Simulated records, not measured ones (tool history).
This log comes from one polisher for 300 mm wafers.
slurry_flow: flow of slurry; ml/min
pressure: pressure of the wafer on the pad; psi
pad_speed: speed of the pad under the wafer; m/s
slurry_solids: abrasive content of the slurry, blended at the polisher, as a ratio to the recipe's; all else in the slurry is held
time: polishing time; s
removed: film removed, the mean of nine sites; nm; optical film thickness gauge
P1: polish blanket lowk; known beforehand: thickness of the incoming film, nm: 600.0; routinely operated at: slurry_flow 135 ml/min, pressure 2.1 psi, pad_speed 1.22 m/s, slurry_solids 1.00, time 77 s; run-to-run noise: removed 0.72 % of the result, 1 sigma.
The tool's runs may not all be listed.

{"run": 1, "hour": 2.8, "slurry_flow": 135, "pressure": 2.1, "pad_speed": 1.22, "slurry_solids": 1.0, "time": 77, "removed": 34.844}
{"run": 2, "hour": 7.6, "slurry_flow": 135, "pressure": 2.8, "pad_speed": 1.22, "slurry_solids": 1.4, "time": 77, "removed": 53.109}
{"run": 3, "hour": 10.7, "slurry_flow": 135, "pressure": 2.1, "pad_speed": 1.22, "slurry_solids": 1.0, "time": 77, "removed": 34.79}
{"run": 4, "hour": 13.6, "slurry_flow": 135, "pressure": 2.1, "pad_speed": 1.22, "slurry_solids": 1.0, "time": 49, "removed": 22.17}
{"run": 5, "hour": 17.4, "slurry_flow": 135, "pressure": 2.1, "pad_speed": 0.8, "slurry_solids": 1.0, "time": 100, "removed": 32.784}
{"run": 6, "hour": 21.3, "slurry_flow": 135, "pressure": 2.1, "pad_speed": 1.92, "slurry_solids": 1.0, "time": 77, "removed": 50.279}
{"run": 7, "hour": 24.4, "slurry_flow": 135, "pressure": 2.1, "pad_speed": 1.22, "slurry_solids": 1.0, "time": 77, "removed": 35.068}
{"run": 8, "hour": 27.4, "slurry_flow": 135, "pressure": 2.1, "pad_speed": 0.76, "slurry_solids": 1.0, "time": 77, "removed": 23.694}
{"run": 9, "hour": 31.6, "slurry_flow": 135, "pressure": 2.1, "pad_speed": 1.22, "slurry_solids": 1.0, "time": 77, "removed": 34.939}
{"run": 10, "hour": 34.1, "slurry_flow": 135, "pressure": 2.1, "pad_speed": 1.22, "slurry_solids": 1.0, "time": 121, "removed": 54.661}
{"run": 11, "hour": 38.6, "slurry_flow": 80, "pressure": 2.1, "pad_speed": 1.22, "slurry_solids": 1.0, "time": 77, "removed": 30.766}
{"run": 12, "hour": 43.4, "slurry_flow": 135, "pressure": 3.2, "pad_speed": 1.22, "slurry_solids": 1.0, "time": 77, "removed": 52.958}
{"run": 13, "hour": 46.5, "slurry_flow": 135, "pressure": 2.1, "pad_speed": 1.22, "slurry_solids": 1.0, "time": 77, "removed": 34.66}
{"run": 14, "hour": 50.0, "slurry_flow": 135, "pressure": 1.5, "pad_speed": 1.22, "slurry_solids": 1.0, "time": 77, "removed": 24.606}
{"run": 15, "hour": 54.5, "slurry_flow": 135, "pressure": 2.1, "pad_speed": 1.22, "slurry_solids": 1.25, "time": 77, "removed": 38.32}
{"run": 16, "hour": 57.7, "slurry_flow": 195, "pressure": 2.1, "pad_speed": 1.22, "slurry_solids": 1.0, "time": 77, "removed": 36.783}
{"run": 17, "hour": 60.1, "slurry_flow": 135, "pressure": 2.1, "pad_speed": 1.22, "slurry_solids": 0.55, "time": 77, "removed": 25.492}
{"run": 18, "hour": 64.9, "slurry_flow": 135, "pressure": 2.1, "pad_speed": 1.22, "slurry_solids": 1.0, "time": 77, "removed": 35.102}
{"run": 19, "hour": 69.5, "slurry_flow": 135, "pressure": 2.1, "pad_speed": 1.22, "slurry_solids": 1.0, "time": 77, "removed": 33.569}
{"run": 20, "hour": 74.3, "slurry_flow": 135, "pressure": 2.1, "pad_speed": 1.22, "slurry_solids": 1.0, "time": 77, "removed": 32.146}
{"run": 21, "hour": 76.7, "slurry_flow": 135, "pressure": 2.1, "pad_speed": 1.22, "slurry_solids": 1.0, "time": 77, "removed": 31.701}
{"run": 22, "hour": 80.7, "slurry_flow": 135, "pressure": 2.1, "pad_speed": 1.22, "slurry_solids": 1.0, "time": 77, "removed": 31.653}
{"run": 23, "hour": 85.1, "slurry_flow": 135, "pressure": 2.1, "pad_speed": 1.22, "slurry_solids": 1.0, "time": 77, "removed": 30.986}
{"hour": 86.7, "done": "slurry nozzle cleaned"}
{"run": 24, "hour": 88.4, "slurry_flow": 135, "pressure": 2.1, "pad_speed": 1.22, "slurry_solids": 1.0, "time": 77, "removed": 30.682}
{"run": 25, "hour": 92.2, "slurry_flow": 135, "pressure": 2.1, "pad_speed": 1.22, "slurry_solids": 1.0, "time": 77, "removed": 30.749}
{"hour": 93.1, "done": "head pressure recalibrated"}
{"hour": 93.2, "done": "conditioning disc replaced and pad reconditioned"}
{"run": 26, "hour": 95.3, "slurry_flow": 135, "pressure": 2.1, "pad_speed": 1.22, "slurry_solids": 1.0, "time": 77, "removed": 30.316}

Run 27 comes next. What will it give?
{"run": 27, "hour": 98.5, "slurry_flow": 135, "pressure": 2.1, "pad_speed": 1.22, "slurry_solids": 1.0, "time": 77, "removed": "?"}

Run 27 yielded removed 29.882 nm.

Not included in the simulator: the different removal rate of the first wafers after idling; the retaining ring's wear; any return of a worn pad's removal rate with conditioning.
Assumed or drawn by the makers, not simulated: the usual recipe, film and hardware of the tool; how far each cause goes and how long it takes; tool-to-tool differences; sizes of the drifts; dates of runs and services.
